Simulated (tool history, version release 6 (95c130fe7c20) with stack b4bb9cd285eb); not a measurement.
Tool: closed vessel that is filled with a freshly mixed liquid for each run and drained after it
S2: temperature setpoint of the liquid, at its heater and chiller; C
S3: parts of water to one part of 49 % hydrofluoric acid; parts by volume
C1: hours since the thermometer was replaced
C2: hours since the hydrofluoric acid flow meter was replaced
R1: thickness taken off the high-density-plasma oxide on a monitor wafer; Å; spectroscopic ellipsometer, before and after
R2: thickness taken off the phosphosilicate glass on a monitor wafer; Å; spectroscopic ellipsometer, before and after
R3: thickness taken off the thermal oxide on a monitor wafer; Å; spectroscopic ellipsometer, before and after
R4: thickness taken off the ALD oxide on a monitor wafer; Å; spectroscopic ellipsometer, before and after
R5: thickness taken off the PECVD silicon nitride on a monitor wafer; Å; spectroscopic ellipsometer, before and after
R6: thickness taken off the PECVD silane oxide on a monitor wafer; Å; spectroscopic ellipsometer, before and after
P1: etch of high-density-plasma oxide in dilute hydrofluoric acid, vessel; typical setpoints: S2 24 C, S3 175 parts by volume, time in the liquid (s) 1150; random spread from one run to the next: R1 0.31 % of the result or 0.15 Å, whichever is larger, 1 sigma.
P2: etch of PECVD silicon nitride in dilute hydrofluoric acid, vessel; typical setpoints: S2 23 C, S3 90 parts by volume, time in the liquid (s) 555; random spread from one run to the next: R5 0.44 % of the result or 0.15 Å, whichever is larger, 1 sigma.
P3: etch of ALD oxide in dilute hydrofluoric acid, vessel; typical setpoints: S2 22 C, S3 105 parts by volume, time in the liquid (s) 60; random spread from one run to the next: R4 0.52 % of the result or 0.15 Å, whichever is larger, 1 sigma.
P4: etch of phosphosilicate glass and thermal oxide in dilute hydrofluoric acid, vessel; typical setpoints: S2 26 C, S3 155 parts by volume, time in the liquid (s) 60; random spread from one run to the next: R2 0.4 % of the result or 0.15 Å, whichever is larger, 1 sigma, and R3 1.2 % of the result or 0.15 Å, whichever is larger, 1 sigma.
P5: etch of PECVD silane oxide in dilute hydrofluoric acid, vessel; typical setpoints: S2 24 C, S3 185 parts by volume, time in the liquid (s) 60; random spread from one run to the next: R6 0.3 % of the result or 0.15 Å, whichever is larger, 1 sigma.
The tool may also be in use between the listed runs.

{"run": 1, "hour": 15.0, "process that ran": "P1", "S2": 24, "S3": 175, "time in the liquid (s)": 1150, "C1": 897.4, "C2": 788.9, "R1": 429.13}
{"run": 2, "hour": 31.2, "process that ran": "P4", "S2": 26, "S3": 25, "time in the liquid (s)": 60, "C1": 913.6, "C2": 805.1, "R2": 5729.9, "R3": 128.51}
{"run": 3, "hour": 46.3, "process that ran": "P3", "S2": 22, "S3": 105, "time in the liquid (s)": 90, "C1": 928.7, "C2": 820.2, "R4": 249.54}
{"run": 4, "hour": 62.4, "process that ran": "P1", "S2": 24, "S3": 290, "time in the liquid (s)": 135, "C1": 944.8, "C2": 836.3, "R1": 26.945}
{"run": 5, "hour": 76.7, "process that ran": "P1", "S2": 24, "S3": 175, "time in the liquid (s)": 2010, "C1": 959.1, "C2": 850.6, "R1": 750.72}
{"run": 6, "hour": 88.6, "process that ran": "P2", "S2": 23, "S3": 140, "time in the liquid (s)": 555, "C1": 971, "C2": 862.5, "R5": 98.989}
{"run": 7, "hour": 100.9, "process that ran": "P1", "S2": 24, "S3": 175, "time in the liquid (s)": 1150, "C1": 983.3, "C2": 874.8, "R1": 431.49}
{"run": 8, "hour": 117.0, "process that ran": "P4", "S2": 26, "S3": 155, "time in the liquid (s)": 60, "C1": 999.4, "C2": 890.9, "R2": 782.63, "R3": 17.577}
{"run": 9, "hour": 127.5, "process that ran": "P4", "S2": 20.5, "S3": 155, "time in the liquid (s)": 60, "C1": 1009.9, "C2": 901.4, "R2": 631.05, "R3": 14.137}
{"run": 10, "hour": 138.1, "process that ran": "P1", "S2": 19.5, "S3": 175, "time in the liquid (s)": 1150, "C1": 1020.5, "C2": 912, "R1": 360.99}
{"run": 11, "hour": 151.5, "process that ran": "P1", "S2": 24, "S3": 80, "time in the liquid (s)": 1150, "C1": 1033.9, "C2": 925.4, "R1": 1049}
{"run": 12, "hour": 161.3, "process that ran": "P5", "S2": 18.5, "S3": 185, "time in the liquid (s)": 60, "C1": 1043.7, "C2": 935.2, "R6": 80.512}
{"run": 13, "hour": 177.1, "process that ran": "P3", "S2": 22, "S3": 180, "time in the liquid (s)": 60, "C1": 1059.5, "C2": 951, "R4": 88.854}
{"run": 14, "hour": 190.3, "process that ran": "P5", "S2": 24, "S3": 185, "time in the liquid (s)": 60, "C1": 1072.7, "C2": 964.2, "R6": 99.508}
{"run": 15, "hour": 199.0, "process that ran": "P2", "S2": 17, "S3": 90, "time in the liquid (s)": 555, "C1": 1081.4, "C2": 972.9, "R5": 101.25}
{"run": 16, "hour": 211.7, "process that ran": "P1", "S2": 24, "S3": 320, "time in the liquid (s)": 1150, "C1": 1094.1, "C2": 985.6, "R1": 201.89}
{"run": 17, "hour": 221.9, "process that ran": "P3", "S2": 22, "S3": 105, "time in the liquid (s)": 60, "C1": 1104.3, "C2": 995.8, "R4": 167.28}
{"run": 18, "hour": 238.1, "process that ran": "P1", "S2": 24, "S3": 75, "time in the liquid (s)": 1900, "C1": 1120.5, "C2": 1012, "R1": 1864.7}
{"run": 19, "hour": 254.6, "process that ran": "P1", "S2": 20.5, "S3": 235, "time in the liquid (s)": 1150, "C1": 1137, "C2": 1028.5, "R1": 263.3}
{"run": 20, "hour": 266.8, "process that ran": "P5", "S2": 24, "S3": 280, "time in the liquid (s)": 60, "C1": 1149.2, "C2": 1040.7, "R6": 59.24}
{"run": 21, "hour": 281.7, "process that ran": "P2", "S2": 23, "S3": 90, "time in the liquid (s)": 945, "C1": 1164.1, "C2": 1055.6, "R5": 256.78}
{"run": 22, "hour": 296.0, "process that ran": "P5", "S2": 24, "S3": 185, "time in the liquid (s)": 30, "C1": 1178.4, "C2": 1069.9, "R6": 49.837}
{"run": 23, "hour": 312.0, "process that ran": "P4", "S2": 26, "S3": 155, "time in the liquid (s)": 30, "C1": 1194.4, "C2": 1085.9, "R2": 391.64, "R3": 8.3896}
{"run": 24, "hour": 325.2, "process that ran": "P2", "S2": 23, "S3": 90, "time in the liquid (s)": 555, "C1": 1207.6, "C2": 1099.1, "R5": 152.32}
{"hour": 326.8, "done": "hydrofluoric acid flow meter replaced"}
{"run": 25, "hour": 341.9, "process that ran": "P3", "S2": 17, "S3": 105, "time in the liquid (s)": 60, "C1": 1224.3, "C2": 15.1, "R4": 133.74}
{"run": 26, "hour": 351.4, "process that ran": "P1", "S2": 24, "S3": 175, "time in the liquid (s)": 40, "C1": 1233.8, "C2": 24.6, "R1": 14.988}
{"run": 27, "hour": 360.8, "process that ran": "P1", "S2": 28.5, "S3": 175, "time in the liquid (s)": 1150, "C1": 1243.2, "C2": 34, "R1": 504.78}
{"run": 28, "hour": 377.4, "process that ran": "P4", "S2": 26, "S3": 155, "time in the liquid (s)": 60, "C1": 1259.8, "C2": 50.6, "R2": 783.04, "R3": 17.638}
{"run": 29, "hour": 390.7, "process that ran": "P1", "S2": 24, "S3": 175, "time in the liquid (s)": 1150, "C1": 1273.1, "C2": 63.9, "R1": 430.31}
{"run": 30, "hour": 407.0, "process that ran": "P3", "S2": 22, "S3": 105, "time in the liquid (s)": 60, "C1": 1289.4, "C2": 80.2, "R4": 167.98}
{"run": 31, "hour": 417.3, "process that ran": "P1", "S2": 24, "S3": 175, "time in the liquid (s)": 1150, "C1": 1299.7, "C2": 90.5, "R1": 429.53}
{"run": 32, "hour": 430.6, "process that ran": "P2", "S2": 23, "S3": 90, "time in the liquid (s)": 555, "C1": 1313, "C2": 103.8, "R5": 152.03}
{"run": 33, "hour": 441.4, "process that ran": "P5", "S2": 24, "S3": 185, "time in the liquid (s)": 60, "C1": 1323.8, "C2": 114.6, "R6": 100.11}
{"run": 34, "hour": 450.3, "process that ran": "P1", "S2": 24, "S3": 175, "time in the liquid (s)": 1150, "C1": 1332.7, "C2": 123.5, "R1": 429.96}
{"run": 35, "hour": 457.8, "process that ran": "P1", "S2": 24, "S3": 175, "time in the liquid (s)": 1150, "C1": 1340.2, "C2": 131, "R1": 440.17}
{"run": 36, "hour": 469.4, "process that ran": "P1", "S2": 24, "S3": 175, "time in the liquid (s)": 1150, "C1": 1351.8, "C2": 142.6, "R1": 448.69}
{"run": 37, "hour": 478.7, "process that ran": "P1", "S2": 24, "S3": 175, "time in the liquid (s)": 1150, "C1": 1361.1, "C2": 151.9, "R1": 455.91}
{"run": 38, "hour": 489.7, "process that ran": "P1", "S2": 24, "S3": 175, "time in the liquid (s)": 1150, "C1": 1372.1, "C2": 162.9, "R1": 461.73}
{"run": 39, "hour": 501.7, "process that ran": "P1", "S2": 24, "S3": 175, "time in the liquid (s)": 1150, "C1": 1384.1, "C2": 174.9, "R1": 463.99}
{"run": 40, "hour": 511.5, "process that ran": "P1", "S2": 24, "S3": 175, "time in the liquid (s)": 1150, "C1": 1393.9, "C2": 184.7, "R1": 465.59}
{"run": 41, "hour": 522.5, "process that ran": "P1", "S2": 24, "S3": 175, "time in the liquid (s)": 1150, "C1": 1404.9, "C2": 195.7, "R1": 465.1}
{"run": 42, "hour": 538.9, "process that ran": "P1", "S2": 24, "S3": 175, "time in the liquid (s)": 1150, "C1": 1421.3, "C2": 212.1, "R1": 464.81}

The output of P1 has drifted from where it used to be. Each of the 2 causes below, taken at the size shown beside it, accounts for the log equally well:
A: hydrofluoric acid flow above the setpoint (%) = 7.17
B: liquid hotter than its thermometer reads (K) = 2.22
Onset of the creep was near hour 450.3.

Consider the 4 single-wafer check runs listed below, results given as question marks: which one distinguishes between the causes by giving clearly different results for each?
{"run": "check 1", "hour": 555.3, "process that ran": "P5", "S2": 18.5, "S3": 185, "time in the liquid (s)": 30, "R6": "?"}
{"run": "check 2", "hour": 555.3, "process that ran": "P3", "S2": 22, "S3": 145, "time in the liquid (s)": 60, "R4": "?"}
{"run": "check 3", "hour": 555.3, "process that ran": "P4", "S2": 26, "S3": 100, "time in the liquid (s)": 60, "R2": "?", "R3": "?"}
{"run": "check 4", "hour": 555.3, "process that ran": "P2", "S2": 23, "S3": 90, "time in the liquid (s)": 875, "R5": "?"}

How each check would come out, cause by cause:
check=check_1 result=R6 if_A=43.642 if_B=43.885
check=check_2 result=R4 if_A=124.53 if_B=125.28
check=check_3 result=R2 if_A=1399.8 if_B=1410.4
check=check_3 result=R3 if_A=31.481 if_B=31.721
check=check_4 result=R5 if_A=257.77 if_B=278.89
Gap, in per cent, between the two causes that each check separates least, read from the result that separates them most: check 1 0.56 %; check 2 0.6 %; check 3 0.76 %; check 4 7.87 %
Check 4 tells the causes apart: in the others they would give nearly the same result.

Check 4 has now been run. It gave: R5 279.79 Å. Which of the candidate causes is it?

Of the candidate causes, it is B: liquid hotter than its thermometer reads (K).

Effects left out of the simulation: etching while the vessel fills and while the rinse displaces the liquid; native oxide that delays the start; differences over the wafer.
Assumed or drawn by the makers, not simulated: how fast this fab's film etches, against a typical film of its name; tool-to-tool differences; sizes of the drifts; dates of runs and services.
